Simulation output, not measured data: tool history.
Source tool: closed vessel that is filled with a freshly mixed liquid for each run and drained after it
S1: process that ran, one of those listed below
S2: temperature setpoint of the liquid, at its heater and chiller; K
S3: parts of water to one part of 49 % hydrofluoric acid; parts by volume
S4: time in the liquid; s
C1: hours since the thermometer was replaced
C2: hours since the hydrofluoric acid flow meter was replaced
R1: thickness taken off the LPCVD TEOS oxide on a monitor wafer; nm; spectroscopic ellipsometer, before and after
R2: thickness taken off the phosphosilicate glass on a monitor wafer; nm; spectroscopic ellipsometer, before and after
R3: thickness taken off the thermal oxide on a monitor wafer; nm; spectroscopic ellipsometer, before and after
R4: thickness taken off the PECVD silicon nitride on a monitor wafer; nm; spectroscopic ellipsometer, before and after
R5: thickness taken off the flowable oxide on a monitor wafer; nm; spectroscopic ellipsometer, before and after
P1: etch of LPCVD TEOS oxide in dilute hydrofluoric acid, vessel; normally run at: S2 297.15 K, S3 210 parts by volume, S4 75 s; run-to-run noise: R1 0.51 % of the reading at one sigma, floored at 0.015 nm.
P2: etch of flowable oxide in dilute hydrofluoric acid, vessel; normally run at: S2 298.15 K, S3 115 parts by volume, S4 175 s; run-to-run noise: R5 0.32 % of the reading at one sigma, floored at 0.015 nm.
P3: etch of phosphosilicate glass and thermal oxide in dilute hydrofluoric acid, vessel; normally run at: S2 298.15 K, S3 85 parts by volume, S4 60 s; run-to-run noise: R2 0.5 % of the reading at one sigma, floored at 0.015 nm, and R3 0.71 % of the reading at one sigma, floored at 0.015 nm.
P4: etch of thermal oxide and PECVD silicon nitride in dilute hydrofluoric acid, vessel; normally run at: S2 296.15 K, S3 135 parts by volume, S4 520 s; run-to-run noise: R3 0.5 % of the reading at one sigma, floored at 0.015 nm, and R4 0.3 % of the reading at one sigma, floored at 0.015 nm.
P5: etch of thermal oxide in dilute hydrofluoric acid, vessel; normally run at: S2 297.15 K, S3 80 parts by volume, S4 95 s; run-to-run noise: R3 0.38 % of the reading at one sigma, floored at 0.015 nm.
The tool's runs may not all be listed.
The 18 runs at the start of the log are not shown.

{"run": 19, "hour": 258.3, "S1": "P2", "S2": 298.15, "S3": 115, "S4": 285, "C1": 102.9, "C2": 969.4, "R5": 55.438}
{"run": 20, "hour": 267.1, "S1": "P3", "S2": 298.15, "S3": 85, "S4": 105, "C1": 111.7, "C2": 978.2, "R2": 103.24, "R3": 6.3475}
{"run": 21, "hour": 284.2, "S1": "P5", "S2": 297.15, "S3": 80, "S4": 145, "C1": 128.8, "C2": 995.3, "R3": 9.3089}
{"run": 22, "hour": 293.2, "S1": "P4", "S2": 296.15, "S3": 135, "S4": 795, "C1": 137.8, "C2": 1004.3, "R3": 25.517, "R4": 28.1}
{"run": 23, "hour": 309.0, "S1": "P3", "S2": 298.15, "S3": 85, "S4": 60, "C1": 153.6, "C2": 1020.1, "R2": 58.685, "R3": 3.6378}
{"run": 24, "hour": 325.0, "S1": "P1", "S2": 297.15, "S3": 90, "S4": 75, "C1": 169.6, "C2": 1036.1, "R1": 15.545}
{"run": 25, "hour": 342.7, "S1": "P1", "S2": 297.15, "S3": 210, "S4": 140, "C1": 187.3, "C2": 1053.8, "R1": 10.835}
{"run": 26, "hour": 359.5, "S1": "P2", "S2": 298.15, "S3": 115, "S4": 175, "C1": 204.1, "C2": 1070.6, "R5": 33.927}

Run 27, settings as shown, results not yet in. Your forecast:
{"run": 27, "hour": 368.7, "S1": "P4", "S2": 296.15, "S3": 135, "S4": 520, "C1": 213.3, "C2": 1079.8, "R3": "?", "R4": "?"}

{"run 27": {"R3": 16.642, "R4": 18.251}}
